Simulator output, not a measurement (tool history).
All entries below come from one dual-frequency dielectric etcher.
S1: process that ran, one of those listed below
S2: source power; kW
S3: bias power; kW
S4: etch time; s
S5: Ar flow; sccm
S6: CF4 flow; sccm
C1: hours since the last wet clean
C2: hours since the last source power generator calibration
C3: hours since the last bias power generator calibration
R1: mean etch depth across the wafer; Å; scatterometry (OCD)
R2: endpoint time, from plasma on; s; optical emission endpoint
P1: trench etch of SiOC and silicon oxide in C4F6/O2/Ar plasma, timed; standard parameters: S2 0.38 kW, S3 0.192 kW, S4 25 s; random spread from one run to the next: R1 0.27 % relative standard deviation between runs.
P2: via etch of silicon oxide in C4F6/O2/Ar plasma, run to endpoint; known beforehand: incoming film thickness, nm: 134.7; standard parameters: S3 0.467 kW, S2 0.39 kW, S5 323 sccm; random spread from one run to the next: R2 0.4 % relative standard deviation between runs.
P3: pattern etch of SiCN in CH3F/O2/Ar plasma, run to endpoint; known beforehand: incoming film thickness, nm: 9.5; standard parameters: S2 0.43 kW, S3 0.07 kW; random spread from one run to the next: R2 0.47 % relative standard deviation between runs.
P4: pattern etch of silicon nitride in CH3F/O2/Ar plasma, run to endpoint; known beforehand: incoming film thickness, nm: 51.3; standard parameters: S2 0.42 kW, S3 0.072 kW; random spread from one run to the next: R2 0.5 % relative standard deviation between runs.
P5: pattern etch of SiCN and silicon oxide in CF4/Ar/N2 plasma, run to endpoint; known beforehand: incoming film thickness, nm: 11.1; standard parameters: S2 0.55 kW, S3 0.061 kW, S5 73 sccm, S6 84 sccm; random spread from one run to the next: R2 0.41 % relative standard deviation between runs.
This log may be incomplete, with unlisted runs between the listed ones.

run 1 hour=15.6 | S1=P1 S2=0.38 S3=0.192 S4=25 | C1=241.5 C2=1085.9 C3=1848.6 | R1=476.16
run 2 hour=22.5 | S1=P1 S2=0.38 S3=0.192 S4=15.5 | C1=248.4 C2=1092.8 C3=1855.5 | R1=294.38
run 3 hour=36.4 | S1=P5 S2=0.55 S3=0.061 S5=73 S6=84 | C1=262.3 C2=1106.7 C3=1869.4 | R2=10.47
run 4 hour=51.4 | S1=P2 S2=0.39 S3=0.467 S5=219 | C1=277.3 C2=1121.7 C3=1884.4 | R2=29.51
run 5 hour=63 | S1=P1 S2=0.38 S3=0.192 S4=25 | C1=288.9 C2=1133.3 C3=1896 | R1=473.94
run 6 hour=73.7 | S1=P2 S2=0.39 S3=0.271 S5=323 | C1=299.6 C2=1144 C3=1906.7 | R2=37.171
run 7 hour=88.4 | S1=P3 S2=0.43 S3=0.07 | C1=314.3 C2=1158.7 C3=1921.4 | R2=25.025
run 8 hour=102.6 | S1=P5 S2=0.55 S3=0.061 S5=73 S6=84 | C1=328.5 C2=1172.9 C3=1935.6 | R2=10.526
run 9 hour=113.6 | S1=P1 S2=0.38 S3=0.132 S4=25 | C1=339.5 C2=1183.9 C3=1946.6 | R1=424.6
run 10 hour=123.4 | S1=P4 S2=0.42 S3=0.072 | C1=349.3 C2=1193.7 C3=1956.4 | R2=74.45
run 11 hour=138.6 | S1=P5 S2=0.35 S3=0.061 S5=73 S6=84 | C1=364.5 C2=1208.9 C3=1971.6 | R2=15.777
run 12 hour=153.3 | S1=P5 S2=0.55 S3=0.061 S5=55 S6=84 | C1=379.2 C2=1223.6 C3=1986.3 | R2=10.154
run 13 hour=168.4 | S1=P2 S2=0.39 S3=0.467 S5=323 | C1=394.3 C2=1238.7 C3=2001.4 | R2=30.535
run 14 hour=183.4 | S1=P1 S2=0.38 S3=0.192 S4=25 | C1=409.3 C2=1253.7 C3=2016.4 | R1=474.82
run 15 hour=198.6 | S1=P1 S2=0.38 S3=0.192 S4=25 | C1=424.5 C2=1268.9 C3=2031.6 | R1=477.65
-- hour=199.8 bias power generator calibrated
run 16 hour=212.5 | S1=P1 S2=0.38 S3=0.192 S4=25 | C1=438.4 C2=1282.8 C3=12.7 | R1=475.7
run 17 hour=224.2 | S1=P1 S2=0.28 S3=0.192 S4=25 | C1=450.1 C2=1294.5 C3=24.4 | R1=424.49
run 18 hour=239.1 | S1=P4 S2=0.42 S3=0.101 | C1=465 C2=1309.4 C3=39.3 | R2=66.009
run 19 hour=248.4 | S1=P4 S2=0.42 S3=0.072 | C1=474.3 C2=1318.7 C3=48.6 | R2=74.708
run 20 hour=256.1 | S1=P3 S2=0.55 S3=0.07 | C1=482 C2=1326.4 C3=56.3 | R2=22.859
run 21 hour=267.5 | S1=P1 S2=0.38 S3=0.234 S4=25 | C1=493.4 C2=1337.8 C3=67.7 | R1=507.32
run 22 hour=276.8 | S1=P2 S2=0.31 S3=0.467 S5=323 | C1=502.7 C2=1347.1 C3=77 | R2=33.134
run 23 hour=289.4 | S1=P5 S2=0.55 S3=0.072 S5=73 S6=84 | C1=515.3 C2=1359.7 C3=89.6 | R2=10.023
run 24 hour=300.1 | S1=P1 S2=0.38 S3=0.192 S4=25 | C1=526 C2=1370.4 C3=100.3 | R1=477.05
run 25 hour=308.5 | S1=P2 S2=0.39 S3=0.467 S5=323 | C1=534.4 C2=1378.8 C3=108.7 | R2=30.503
run 26 hour=317.7 | S1=P1 S2=0.5 S3=0.192 S4=25 | C1=543.6 C2=1388 C3=117.9 | R1=529.12
run 27 hour=333 | S1=P4 S2=0.26 S3=0.072 | C1=558.9 C2=1403.3 C3=133.2 | R2=90.037
run 28 hour=341.9 | S1=P1 S2=0.38 S3=0.192 S4=34.5 | C1=567.8 C2=1412.2 C3=142.1 | R1=657.88
run 29 hour=348.8 | S1=P3 S2=0.43 S3=0.046 | C1=574.7 C2=1419.1 C3=149 | R2=28.946
run 30 hour=361 | S1=P1 S2=0.46 S3=0.192 S4=30.5 | C1=586.9 C2=1431.3 C3=161.2 | R1=626.55
run 31 hour=373.8 | S1=P1 S2=0.38 S3=0.192 S4=25 | C1=599.7 C2=1444.1 C3=174 | R1=476.15
run 32 hour=383.5 | S1=P5 S2=0.55 S3=0.061 S5=73 S6=54 | C1=609.4 C2=1453.8 C3=183.7 | R2=11.231
run 33 hour=396.1 | S1=P1 S2=0.38 S3=0.192 S4=25 | C1=622 C2=1466.4 C3=196.3 | R1=474.77
run 34 hour=403.2 | S1=P1 S2=0.38 S3=0.192 S4=25 | C1=629.1 C2=1473.5 C3=203.4 | R1=478.76
run 35 hour=412.1 | S1=P1 S2=0.38 S3=0.192 S4=25 | C1=638 C2=1482.4 C3=212.3 | R1=480.48
run 36 hour=420.8 | S1=P1 S2=0.38 S3=0.192 S4=25 | C1=646.7 C2=1491.1 C3=221 | R1=480.31
-- hour=433.4 wet clean of the chamber
run 37 hour=434.3 | S1=P1 S2=0.38 S3=0.192 S4=25 | C1=0.9 C2=1504.6 C3=234.5 | R1=480.92
run 38 hour=447.7 | S1=P1 S2=0.38 S3=0.192 S4=25 | C1=14.3 C2=1518 C3=247.9 | R1=484.33
run 39 hour=456.6 | S1=P1 S2=0.38 S3=0.192 S4=25 | C1=23.2 C2=1526.9 C3=256.8 | R1=483.99
run 40 hour=464.7 | S1=P1 S2=0.38 S3=0.192 S4=25 | C1=31.3 C2=1535 C3=264.9 | R1=484.95
run 41 hour=477.4 | S1=P1 S2=0.38 S3=0.192 S4=25 | C1=44 C2=1547.7 C3=277.6 | R1=483.35

The output of P1 has drifted from where it used to be. Each of the 2 causes below, taken at the size shown beside it, accounts for the log equally well:
A: source power that arrives over what is set, % = 3.88
B: bias power that arrives over what is set, % = 4.67
The onset of the drift is placed at about hour 396.1.
All other causes, with the reason each is excluded:
chamber walls in a state that raises the etch rate, %: serviced at hour 433.4, after the drift had started, without restoring the earlier output

Consider the 4 check runs below, whose results appear as question marks and each of which averages 3 wafers. Which one distinguishes the causes, in that each cause would give it a clearly different result?
run check 1 hour=490.1 | S1=P3 S2=0.53 S3=0.053 | R2=?
run check 2 hour=490.1 | S1=P4 S2=0.42 S3=0.1 | R2=?
run check 3 hour=490.1 | S1=P5 S2=0.55 S3=0.071 S5=59 S6=84 | R2=?
run check 4 hour=490.1 | S1=P2 S2=0.39 S3=0.344 S5=323 | R2=?

Predicted outcomes, by check and by cause:
check=check_1 result=R2 if_A=25.163 if_B=25.163
check=check_2 result=R2 if_A=65.438 if_B=65.27
check=check_3 result=R2 if_A=9.457 if_B=9.6508
check=check_4 result=R2 if_A=33.673 if_B=33.609
Gap, in per cent, between the two causes that each check separates least, read from the result that separates them most: check 1 0 %; check 2 0.26 %; check 3 2.03 %; check 4 0.19 %
The other checks would show nearly matching results whichever cause is true, so check 3 is the only one that separates the causes.

Here is what check 3 returned: R2 9.4535 s. Which cause is it?

Of the candidate causes, it is A: source power that arrives over what is set, %.
